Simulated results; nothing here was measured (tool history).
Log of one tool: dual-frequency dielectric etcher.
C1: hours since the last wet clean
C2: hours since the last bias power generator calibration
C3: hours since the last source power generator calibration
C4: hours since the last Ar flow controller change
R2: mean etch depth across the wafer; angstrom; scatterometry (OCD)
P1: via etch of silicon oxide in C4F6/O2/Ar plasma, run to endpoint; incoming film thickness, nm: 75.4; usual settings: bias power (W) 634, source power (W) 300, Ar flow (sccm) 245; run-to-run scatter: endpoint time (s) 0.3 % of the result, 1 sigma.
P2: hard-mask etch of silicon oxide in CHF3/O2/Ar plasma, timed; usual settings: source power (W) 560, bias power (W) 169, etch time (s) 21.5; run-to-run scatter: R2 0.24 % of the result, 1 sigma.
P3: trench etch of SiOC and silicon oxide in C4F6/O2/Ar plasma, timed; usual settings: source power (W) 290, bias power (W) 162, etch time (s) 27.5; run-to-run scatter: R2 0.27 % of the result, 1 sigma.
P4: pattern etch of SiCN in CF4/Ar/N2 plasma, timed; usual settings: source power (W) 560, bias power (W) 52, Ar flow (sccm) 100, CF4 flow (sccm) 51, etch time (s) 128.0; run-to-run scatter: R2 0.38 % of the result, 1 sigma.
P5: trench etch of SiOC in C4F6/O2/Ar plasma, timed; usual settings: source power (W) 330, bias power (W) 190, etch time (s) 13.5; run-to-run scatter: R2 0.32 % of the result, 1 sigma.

Run 1, hour 8.9: process that ran P1, bias power (W) 634, source power (W) 300, Ar flow (sccm) 245; C1 184.2; C2 1385.6; C3 1013.6; C4 2525.0. Result: endpoint time (s) 16.657.
Run 2, hour 17.5: process that ran P1, bias power (W) 634, source power (W) 210, Ar flow (sccm) 245; C1 192.8; C2 1394.2; C3 1022.2; C4 2533.6. Result: endpoint time (s) 18.891.
Run 3, hour 25.4: process that ran P1, bias power (W) 634, source power (W) 300, Ar flow (sccm) 331; C1 200.7; C2 1402.1; C3 1030.1; C4 2541.5. Result: endpoint time (s) 17.162.
Run 4, hour 31.5: process that ran P4, bias power (W) 52, source power (W) 560, Ar flow (sccm) 100, CF4 flow (sccm) 31, etch time (s) 128.0; C1 206.8; C2 1408.2; C3 1036.2; C4 2547.6. Result: R2 1062.40 angstrom.
Run 5, hour 40.1: process that ran P2, bias power (W) 169, source power (W) 560, etch time (s) 21.5; C1 215.4; C2 1416.8; C3 1044.8; C4 2556.2. Result: R2 410.47 angstrom.
Run 6, hour 48.0: process that ran P1, bias power (W) 634, source power (W) 300, Ar flow (sccm) 245; C1 223.3; C2 1424.7; C3 1052.7; C4 2564.1. Result: endpoint time (s) 16.542.
Run 7, hour 56.6: process that ran P4, bias power (W) 52, source power (W) 560, Ar flow (sccm) 100, CF4 flow (sccm) 51, etch time (s) 128.0; C1 231.9; C2 1433.3; C3 1061.3; C4 2572.7. Result: R2 1156.90 angstrom.
Run 8, hour 61.3: process that ran P4, bias power (W) 52, source power (W) 420, Ar flow (sccm) 100, CF4 flow (sccm) 51, etch time (s) 128.0; C1 236.6; C2 1438.0; C3 1066.0; C4 2577.4. Result: R2 894.55 angstrom.
Run 9, hour 65.7: process that ran P1, bias power (W) 463, source power (W) 240, Ar flow (sccm) 245; C1 241.0; C2 1442.4; C3 1070.4; C4 2581.8. Result: endpoint time (s) 20.299.
Run 10, hour 73.5: process that ran P2, bias power (W) 169, source power (W) 560, etch time (s) 16.5; C1 248.8; C2 1450.2; C3 1078.2; C4 2589.6. Result: R2 314.58 angstrom.
Run 11, hour 81.1: process that ran P5, bias power (W) 190, source power (W) 330, etch time (s) 13.5; C1 256.4; C2 1457.8; C3 1085.8; C4 2597.2. Result: R2 263.75 angstrom.
Run 12, hour 88.0: process that ran P1, bias power (W) 503, source power (W) 300, Ar flow (sccm) 298; C1 263.3; C2 1464.7; C3 1092.7; C4 2604.1. Result: endpoint time (s) 18.631.
Run 13, hour 94.6: process that ran P1, bias power (W) 871, source power (W) 300, Ar flow (sccm) 245; C1 269.9; C2 1471.3; C3 1099.3; C4 2610.7. Result: endpoint time (s) 14.674.
Run 14, hour 100.6: process that ran P5, bias power (W) 190, source power (W) 260, etch time (s) 13.5; C1 275.9; C2 1477.3; C3 1105.3; C4 2616.7. Result: R2 239.76 angstrom.
Run 15, hour 108.3: process that ran P1, bias power (W) 634, source power (W) 300, Ar flow (sccm) 245; C1 283.6; C2 1485.0; C3 1113.0; C4 2624.4. Result: endpoint time (s) 16.702.
Run 16, hour 116.8: process that ran P4, bias power (W) 33, source power (W) 560, Ar flow (sccm) 100, CF4 flow (sccm) 51, etch time (s) 128.0; C1 292.1; C2 1493.5; C3 1121.5; C4 2632.9. Result: R2 1002.90 angstrom.
Run 17, hour 121.9: process that ran P5, bias power (W) 238, source power (W) 330, etch time (s) 13.5; C1 297.2; C2 1498.6; C3 1126.6; C4 2638.0. Result: R2 283.32 angstrom.
Run 18, hour 126.5: process that ran P4, bias power (W) 52, source power (W) 560, Ar flow (sccm) 81, CF4 flow (sccm) 51, etch time (s) 128.0; C1 301.8; C2 1503.2; C3 1131.2; C4 2642.6. Result: R2 1211.70 angstrom.
Run 19, hour 134.6: process that ran P3, bias power (W) 229, source power (W) 290, etch time (s) 27.5; C1 309.9; C2 1511.3; C3 1139.3; C4 2650.7. Result: R2 527.20 angstrom.
Run 20, hour 139.1: process that ran P3, bias power (W) 162, source power (W) 350, etch time (s) 27.5; C1 314.4; C2 1515.8; C3 1143.8; C4 2655.2. Result: R2 505.49 angstrom.
Run 21, hour 144.8: process that ran P2, bias power (W) 169, source power (W) 360, etch time (s) 21.5; C1 320.1; C2 1521.5; C3 1149.5; C4 2660.9. Result: R2 345.15 angstrom.
Run 22, hour 152.5: process that ran P4, bias power (W) 52, source power (W) 560, Ar flow (sccm) 100, CF4 flow (sccm) 51, etch time (s) 72.5; C1 327.8; C2 1529.2; C3 1157.2; C4 2668.6. Result: R2 659.19 angstrom.
Run 23, hour 160.4: process that ran P3, bias power (W) 162, source power (W) 290, etch time (s) 27.5; C1 335.7; C2 1537.1; C3 1165.1; C4 2676.5. Result: R2 470.14 angstrom.
Run 24, hour 167.4: process that ran P1, bias power (W) 491, source power (W) 300, Ar flow (sccm) 245; C1 342.7; C2 1544.1; C3 1172.1; C4 2683.5. Result: endpoint time (s) 18.300.
Run 25, hour 174.2: process that ran P3, bias power (W) 162, source power (W) 290, etch time (s) 36.0; C1 349.5; C2 1550.9; C3 1178.9; C4 2690.3. Result: R2 614.94 angstrom.
Run 26, hour 181.9: process that ran P2, bias power (W) 233, source power (W) 560, etch time (s) 21.5; C1 357.2; C2 1558.6; C3 1186.6; C4 2698.0. Result: R2 456.41 angstrom.
Run 27, hour 187.4: process that ran P1, bias power (W) 634, source power (W) 300, Ar flow (sccm) 245; C1 362.7; C2 1564.1; C3 1192.1; C4 2703.5. Result: endpoint time (s) 16.658.
Run 28, hour 193.9: process that ran P5, bias power (W) 190, source power (W) 330, etch time (s) 10.0; C1 369.2; C2 1570.6; C3 1198.6; C4 2710.0. Result: R2 193.86 angstrom.
Run 29, hour 200.8: process that ran P1, bias power (W) 634, source power (W) 430, Ar flow (sccm) 245; C1 376.1; C2 1577.5; C3 1205.5; C4 2716.9. Result: endpoint time (s) 14.587.
Run 30, hour 209.1: process that ran P1, bias power (W) 634, source power (W) 300, Ar flow (sccm) 189; C1 384.4; C2 1585.8; C3 1213.8; C4 2725.2. Result: endpoint time (s) 16.255.
Run 31, hour 216.4: process that ran P1, bias power (W) 634, source power (W) 300, Ar flow (sccm) 245; C1 391.7; C2 1593.1; C3 1221.1; C4 2732.5. Result: endpoint time (s) 16.600.
Run 32, hour 222.1: process that ran P1, bias power (W) 634, source power (W) 300, Ar flow (sccm) 245; C1 397.4; C2 1598.8; C3 1226.8; C4 2738.2. Result: endpoint time (s) 16.471.
Run 33, hour 227.3: process that ran P1, bias power (W) 634, source power (W) 300, Ar flow (sccm) 245; C1 402.6; C2 1604.0; C3 1232.0; C4 2743.4. Result: endpoint time (s) 16.438.
Run 34, hour 232.1: process that ran P1, bias power (W) 634, source power (W) 300, Ar flow (sccm) 245; C1 407.4; C2 1608.8; C3 1236.8; C4 2748.2. Result: endpoint time (s) 16.491.
Run 35, hour 236.8: process that ran P1, bias power (W) 634, source power (W) 300, Ar flow (sccm) 245; C1 412.1; C2 1613.5; C3 1241.5; C4 2752.9. Result: endpoint time (s) 16.439.
At hour 240.1: wet clean of the chamber.
At hour 241.4: Ar flow controller replaced.
Run 36, hour 244.1: process that ran P1, bias power (W) 634, source power (W) 300, Ar flow (sccm) 245; C1 4.1; C2 1620.8; C3 1248.8; C4 2.7. Result: endpoint time (s) 16.356.
Run 37, hour 252.3: process that ran P1, bias power (W) 634, source power (W) 300, Ar flow (sccm) 245; C1 12.3; C2 1629.0; C3 1257.0; C4 10.9. Result: endpoint time (s) 16.407.
Run 38, hour 258.2: process that ran P1, bias power (W) 634, source power (W) 300, Ar flow (sccm) 245; C1 18.2; C2 1634.9; C3 1262.9; C4 16.8. Result: endpoint time (s) 16.501.
Run 39, hour 267.3: process that ran P1, bias power (W) 634, source power (W) 300, Ar flow (sccm) 245; C1 27.3; C2 1644.0; C3 1272.0; C4 25.9. Result: endpoint time (s) 16.442.
Run 40, hour 275.3: process that ran P1, bias power (W) 634, source power (W) 300, Ar flow (sccm) 245; C1 35.3; C2 1652.0; C3 1280.0; C4 33.9. Result: endpoint time (s) 16.333.

What P1 gives has crept away from where it was. These 2 causes fit the log equally well, each at the size given:
A: bias power that arrives over what is set, % = 3.94
B: source power that arrives over what is set, % = 4.25
The creep began at about hour 216.4.
Why every other cause is out:
chamber walls in a state that raises the etch rate, %: serviced at hour 240.1, which brought nothing back
Ar flow that arrives under what is set, %: serviced at hour 241.4, which brought nothing back

4 check runs are offered, each on 2 wafers whose results are averaged, their results left as question marks. Which one tells the causes apart?
Run check 1, hour 283.3: process that ran P3, bias power (W) 162, source power (W) 290, etch time (s) 27.5. Result: R2 ?.
Run check 2, hour 283.3: process that ran P2, bias power (W) 169, source power (W) 560, etch time (s) 21.5. Result: R2 ?.
Run check 3, hour 283.3: process that ran P5, bias power (W) 190, source power (W) 330, etch time (s) 13.5. Result: R2 ?.
Run check 4, hour 283.3: process that ran P4, bias power (W) 52, source power (W) 560, Ar flow (sccm) 100, CF4 flow (sccm) 51, etch time (s) 128.0. Result: R2 ?.

What each check would give under each cause:
  check  result     if A     if B
check 1      R2   476.97   478.83
check 2      R2   414.58   415.84
check 3      R2   266.05   266.98
check 4      R2  1176.40  1204.70
How far apart the two closest causes lie, in the result that separates them most: check 1 0.39 %; check 2 0.3 %; check 3 0.35 %; check 4 2.37 %
Only check 4 tells the causes apart: in the others they would give nearly the same result.

Then check 4 was run and gave: R2 1207.00 angstrom. Which cause is it?

It is B: source power that arrives over what is set, %.
